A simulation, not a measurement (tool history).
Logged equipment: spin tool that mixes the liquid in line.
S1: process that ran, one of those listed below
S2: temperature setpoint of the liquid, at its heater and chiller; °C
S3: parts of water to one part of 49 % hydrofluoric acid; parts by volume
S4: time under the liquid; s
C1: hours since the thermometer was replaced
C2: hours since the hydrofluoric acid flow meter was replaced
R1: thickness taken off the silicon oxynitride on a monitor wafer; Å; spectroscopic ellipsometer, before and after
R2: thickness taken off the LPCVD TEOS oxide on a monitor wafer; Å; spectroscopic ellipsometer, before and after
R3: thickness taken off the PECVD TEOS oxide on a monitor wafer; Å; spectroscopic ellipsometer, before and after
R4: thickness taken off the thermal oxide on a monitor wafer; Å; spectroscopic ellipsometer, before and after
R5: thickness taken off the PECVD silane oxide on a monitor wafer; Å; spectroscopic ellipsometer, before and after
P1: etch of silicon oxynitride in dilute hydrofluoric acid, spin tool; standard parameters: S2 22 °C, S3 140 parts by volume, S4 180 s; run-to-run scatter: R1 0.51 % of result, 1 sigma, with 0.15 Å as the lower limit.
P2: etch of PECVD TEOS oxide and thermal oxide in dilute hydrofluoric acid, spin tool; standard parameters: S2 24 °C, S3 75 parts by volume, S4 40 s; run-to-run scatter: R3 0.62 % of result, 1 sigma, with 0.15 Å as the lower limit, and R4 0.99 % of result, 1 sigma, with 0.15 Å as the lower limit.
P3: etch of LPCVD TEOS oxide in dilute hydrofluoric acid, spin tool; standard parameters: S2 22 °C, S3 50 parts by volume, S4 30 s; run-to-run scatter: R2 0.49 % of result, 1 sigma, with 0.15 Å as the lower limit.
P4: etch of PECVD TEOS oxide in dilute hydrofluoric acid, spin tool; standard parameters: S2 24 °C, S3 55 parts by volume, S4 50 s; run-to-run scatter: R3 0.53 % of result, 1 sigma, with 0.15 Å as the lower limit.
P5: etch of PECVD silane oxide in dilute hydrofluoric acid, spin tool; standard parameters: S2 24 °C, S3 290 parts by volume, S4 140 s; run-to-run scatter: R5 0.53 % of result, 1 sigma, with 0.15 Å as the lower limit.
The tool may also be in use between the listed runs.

run,hour,S1,S2,S3,S4,C1,C2,R1,R2,R3,R4,R5
1,19,P1,22,140,180,199.5,740.5,42.358,,,,
2,33.8,P3,22,50,30,214.3,755.3,,330.13,,,
3,48.6,P1,22,230,265,229.1,770.1,35.519,,,,
4,67.4,P1,22,250,60,247.9,788.9,7.494,,,,
5,76.4,P3,22,50,60,256.9,797.9,,660.72,,,
6,92.8,P3,17,50,30,273.3,814.3,,265.52,,,
7,107.5,P1,29,140,180,288,829,58.081,,,,
8,121.7,P3,22,20,30,302.2,843.2,,857.37,,,
9,132.8,P2,24,75,15,313.3,854.3,,,17.015,9.3933,
10,145,P1,22,140,180,325.5,866.5,42.292,,,,
11,163.5,P5,24,95,140,344,885,,,,,356.23
12,180,P1,17,80,180,360.5,901.5,60.45,,,,
13,198.3,P1,22,140,315,378.8,919.8,74.445,,,,
14,215.2,P5,24,290,55,395.7,936.7,,,,,37.028
15,223.5,P5,20.5,290,140,404,945,,,,,82.666
16,240.4,P1,22,60,180,420.9,961.9,105.69,,,,
17,249.6,P4,24,55,50,430.1,971.1,,,79.627,,
18,265.3,P1,22,140,180,445.8,986.8,41.922,,,,
19,277.5,P1,18,140,180,458,999,35.072,,,,
20,294.5,P4,24,55,25,475,1016,,,40.304,,
21,304.5,P1,22,140,180,485,1026,42.695,,,,
22,323,P1,22,140,180,503.5,1044.5,42.487,,,,
23,339.3,P4,24,55,50,519.8,1060.8,,,80.275,,
24,351.2,P2,24,20,40,531.7,1072.7,,,183.82,102.21,
25,368.5,P2,24,75,40,549,1090,,,45.403,25.044,
26,383.8,P1,22,140,180,564.3,1105.3,42.465,,,,
27,402.1,P5,24,290,140,582.6,1123.6,,,,,93.808
28,420.4,P1,22,240,180,600.9,1141.9,23.306,,,,
29,437.6,P4,24,20,50,618.1,1159.1,,,233.09,,
30,454.6,P2,30,75,40,635.1,1176.1,,,57.379,31.919,
31,470.7,P1,22,140,70,651.2,1192.2,16.499,,,,
32,487.7,P4,18,55,50,668.2,1209.2,,,61.676,,
33,498.9,P1,22,140,180,679.4,1220.4,42.294,,,,
34,516.8,P1,22,140,180,697.3,1238.3,42.503,,,,
35,535.4,P1,22,140,180,715.9,1256.9,39.871,,,,
36,552.9,P1,22,140,180,733.4,1274.4,39.309,,,,
37,569.2,P1,22,140,180,749.7,1290.7,38.274,,,,
38,578.9,P1,22,140,180,759.4,1300.4,38.275,,,,
39,590.2,P1,22,140,180,770.7,1311.7,37.953,,,,
40,605,P1,22,140,180,785.5,1326.5,38.507,,,,

What P1 gives has crept away from where it was. These 2 causes fit the log equally well, each at the size given:
A: hydrofluoric acid flow below the setpoint (%) = 9
B: liquid colder than its thermometer reads (K) = 2.21
At approximately hour 516.8, the process output began to creep.

The 4 check runs listed below each average the results of 2 wafers, and their outcomes are marked with question marks. Under which run would the listed causes produce clearly different results?
check 1,619.8,P2,24,45,15,,,,,?,?,
check 2,619.8,P5,21,290,55,,,,,,,?
check 3,619.8,P3,18.5,25,30,,,,?,,,
check 4,619.8,P4,24,30,50,,,,,?,,

Expected result of each check under each candidate cause:
check,result,if A,if B
check 1,R3,26.835,27.054
check 1,R4,14.85,14.971
check 2,R5,29.293,30.463
check 3,R2,531.08,530.87
check 4,R3,137.86,138.57
Smallest distance between any two causes, each pair judged by its most separating result, in per cent: check 1 0.81 %; check 2 3.92 %; check 3 0.04 %; check 4 0.52 %
The other checks would show nearly matching results whichever cause is true, so check 2 is the only one that separates the causes.

Running check 2 produced the following: R5 30.428 Å. Which one of the listed causes fits?

It is B: liquid colder than its thermometer reads (K).

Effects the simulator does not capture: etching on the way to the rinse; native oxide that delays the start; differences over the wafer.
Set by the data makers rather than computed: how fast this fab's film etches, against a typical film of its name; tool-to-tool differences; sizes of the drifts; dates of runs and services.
